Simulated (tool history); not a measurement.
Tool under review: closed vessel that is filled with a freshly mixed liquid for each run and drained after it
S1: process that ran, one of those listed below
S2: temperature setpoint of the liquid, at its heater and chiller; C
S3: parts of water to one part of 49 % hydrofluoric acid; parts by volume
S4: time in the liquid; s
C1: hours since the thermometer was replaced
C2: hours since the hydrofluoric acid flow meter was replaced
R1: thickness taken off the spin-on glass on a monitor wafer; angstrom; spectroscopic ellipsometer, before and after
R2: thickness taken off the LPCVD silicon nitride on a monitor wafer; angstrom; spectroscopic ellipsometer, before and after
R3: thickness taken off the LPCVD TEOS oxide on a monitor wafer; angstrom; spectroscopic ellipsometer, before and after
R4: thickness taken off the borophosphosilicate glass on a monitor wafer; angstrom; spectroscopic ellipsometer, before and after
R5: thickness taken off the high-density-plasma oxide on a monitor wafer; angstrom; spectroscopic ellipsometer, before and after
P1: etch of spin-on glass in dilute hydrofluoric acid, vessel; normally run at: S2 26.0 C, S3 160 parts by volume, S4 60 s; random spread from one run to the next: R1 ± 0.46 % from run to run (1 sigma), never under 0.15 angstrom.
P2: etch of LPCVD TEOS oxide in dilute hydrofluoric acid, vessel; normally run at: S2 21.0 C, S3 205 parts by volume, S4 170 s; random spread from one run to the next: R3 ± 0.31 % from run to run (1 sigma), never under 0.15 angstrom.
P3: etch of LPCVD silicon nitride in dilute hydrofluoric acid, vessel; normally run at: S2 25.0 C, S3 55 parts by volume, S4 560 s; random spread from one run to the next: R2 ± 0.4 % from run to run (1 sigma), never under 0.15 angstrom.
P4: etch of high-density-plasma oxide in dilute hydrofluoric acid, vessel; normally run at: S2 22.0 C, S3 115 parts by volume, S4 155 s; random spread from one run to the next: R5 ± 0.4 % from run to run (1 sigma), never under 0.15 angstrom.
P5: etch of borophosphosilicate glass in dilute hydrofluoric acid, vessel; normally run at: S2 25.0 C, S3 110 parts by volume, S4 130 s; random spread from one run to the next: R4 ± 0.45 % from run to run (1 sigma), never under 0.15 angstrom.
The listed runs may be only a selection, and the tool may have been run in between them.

run 1 day=0.279 | S1=P1 S2=26.0 S3=160 S4=60 | C1=1440.4 C2=173.1 | R1=251.94
run 2 day=0.483 | S1=P3 S2=25.0 S3=55 S4=75 | C1=1445.3 C2=178.0 | R2=7.8898
run 3 day=0.654 | S1=P2 S2=21.0 S3=205 S4=30 | C1=1449.4 C2=182.1 | R3=43.295
run 4 day=0.979 | S1=P1 S2=26.0 S3=160 S4=60 | C1=1457.2 C2=189.9 | R1=253.11
run 5 day=1.325 | S1=P1 S2=26.0 S3=160 S4=60 | C1=1465.5 C2=198.2 | R1=251.55
run 6 day=1.588 | S1=P1 S2=26.0 S3=160 S4=60 | C1=1471.8 C2=204.5 | R1=252.10
run 7 day=1.821 | S1=P5 S2=25.0 S3=110 S4=130 | C1=1477.4 C2=210.1 | R4=505.59
run 8 day=2.050 | S1=P4 S2=22.0 S3=115 S4=30 | C1=1482.9 C2=215.6 | R5=13.677
run 9 day=2.408 | S1=P5 S2=25.0 S3=110 S4=30 | C1=1491.5 C2=224.2 | R4=116.77
run 10 day=2.667 | S1=P1 S2=26.0 S3=160 S4=30 | C1=1497.7 C2=230.4 | R1=126.52
run 11 day=2.904 | S1=P1 S2=26.0 S3=160 S4=105 | C1=1503.4 C2=236.1 | R1=440.90
run 12 day=3.196 | S1=P1 S2=26.0 S3=160 S4=60 | C1=1510.4 C2=243.1 | R1=251.14
run 13 day=3.408 | S1=P1 S2=32.5 S3=160 S4=60 | C1=1515.5 C2=248.2 | R1=319.22
run 14 day=3.762 | S1=P4 S2=22.0 S3=115 S4=155 | C1=1524.0 C2=256.7 | R5=69.520
run 15 day=3.933 | S1=P1 S2=20.5 S3=160 S4=60 | C1=1528.1 C2=260.8 | R1=204.99
run 16 day=4.175 | S1=P3 S2=25.0 S3=20 S4=560 | C1=1533.9 C2=266.6 | R2=155.4700
run 17 day=4.442 | S1=P1 S2=31.5 S3=160 S4=35 | C1=1540.3 C2=273.0 | R1=178.11
run 18 day=4.775 | S1=P4 S2=27.0 S3=115 S4=155 | C1=1548.3 C2=281.0 | R5=84.455
run 19 day=5.138 | S1=P4 S2=22.0 S3=115 S4=155 | C1=1557.0 C2=289.7 | R5=69.828
run 20 day=5.479 | S1=P2 S2=21.0 S3=205 S4=170 | C1=1565.2 C2=297.9 | R3=245.360
run 21 day=5.688 | S1=P1 S2=29.5 S3=160 S4=100 | C1=1570.2 C2=302.9 | R1=478.98
run 22 day=6.071 | S1=P1 S2=26.0 S3=40 S4=60 | C1=1579.4 C2=312.1 | R1=1191.60
run 23 day=6.450 | S1=P3 S2=25.0 S3=55 S4=560 | C1=1588.5 C2=321.2 | R2=58.4010
run 24 day=6.750 | S1=P2 S2=21.0 S3=80 S4=170 | C1=1595.7 C2=328.4 | R3=720.550
run 25 day=7.029 | S1=P5 S2=25.0 S3=35 S4=130 | C1=1602.4 C2=335.1 | R4=1758.70
run 26 day=7.200 | S1=P1 S2=26.0 S3=160 S4=60 | C1=1606.5 C2=339.2 | R1=254.49
run 27 day=7.433 | S1=P2 S2=17.0 S3=205 S4=170 | C1=1612.1 C2=344.8 | R3=210.840
run 28 day=7.738 | S1=P3 S2=17.0 S3=55 S4=560 | C1=1619.4 C2=352.1 | R2=33.5300
run 29 day=8.008 | S1=P2 S2=21.0 S3=205 S4=170 | C1=1625.9 C2=358.6 | R3=245.220
run 30 day=8.229 | S1=P4 S2=22.0 S3=200 S4=155 | C1=1631.2 C2=363.9 | R5=36.718
run 31 day=8.421 | S1=P5 S2=32.5 S3=110 S4=130 | C1=1635.8 C2=368.5 | R4=671.96
run 32 day=8.592 | S1=P1 S2=26.0 S3=245 S4=60 | C1=1639.9 C2=372.6 | R1=150.89
run 33 day=8.762 | S1=P1 S2=26.0 S3=160 S4=60 | C1=1644.0 C2=376.7 | R1=253.14
run 34 day=9.108 | S1=P1 S2=26.0 S3=160 S4=60 | C1=1652.3 C2=385.0 | R1=246.24
run 35 day=9.425 | S1=P1 S2=26.0 S3=160 S4=60 | C1=1659.9 C2=392.6 | R1=239.39
run 36 day=9.762 | S1=P1 S2=26.0 S3=160 S4=60 | C1=1668.0 C2=400.7 | R1=235.05
run 37 day=10.000 | S1=P1 S2=26.0 S3=160 S4=60 | C1=1673.7 C2=406.4 | R1=233.96
run 38 day=10.271 | S1=P1 S2=26.0 S3=160 S4=60 | C1=1680.2 C2=412.9 | R1=233.54
run 39 day=10.462 | S1=P1 S2=26.0 S3=160 S4=60 | C1=1684.8 C2=417.5 | R1=233.45
run 40 day=10.808 | S1=P1 S2=26.0 S3=160 S4=60 | C1=1693.1 C2=425.8 | R1=232.26
run 41 day=11.154 | S1=P1 S2=26.0 S3=160 S4=60 | C1=1701.4 C2=434.1 | R1=230.39
run 42 day=11.504 | S1=P1 S2=26.0 S3=160 S4=60 | C1=1709.8 C2=442.5 | R1=229.25
run 43 day=11.829 | S1=P1 S2=26.0 S3=160 S4=60 | C1=1717.6 C2=450.3 | R1=229.30

P1 no longer gives what it gave before; its output has crept away from where it was. The following 2 causes, each at its listed size, fit the log equally well:
A: liquid colder than its thermometer reads (K) = 2.39
B: hydrofluoric acid flow below the setpoint (%) = 7.23
The gradual shift began around day 8.762.

The check runs listed below each take one wafer, and their results are still question marks. Under which run would the listed causes lead to clearly different results?
run check 1 day=12.154 | S1=P3 S2=25.0 S3=55 S4=195 | R2=?
run check 2 day=12.154 | S1=P4 S2=22.0 S3=150 S4=155 | R5=?
run check 3 day=12.154 | S1=P2 S2=21.0 S3=205 S4=30 | R3=?
run check 4 day=12.154 | S1=P5 S2=30.5 S3=110 S4=30 | R4=?

What each check would give under each cause:
check=check_1 result=R2 if_A=17.2500 if_B=18.8220
check=check_2 result=R5 if_A=46.886 if_B=47.198
check=check_3 result=R3 if_A=39.429 if_B=39.481
check=check_4 result=R4 if_A=131.68 if_B=132.00
How far apart the two closest causes lie, in the result that separates them most: check 1 8.72 %; check 2 0.66 %; check 3 0.13 %; check 4 0.24 %
Check 1 is the one run that separates the causes; every other check would come out nearly the same whichever cause is at work.

Here is what check 1 returned: R2 17.3400 angstrom. Which cause is it?

It is A: liquid colder than its thermometer reads (K).
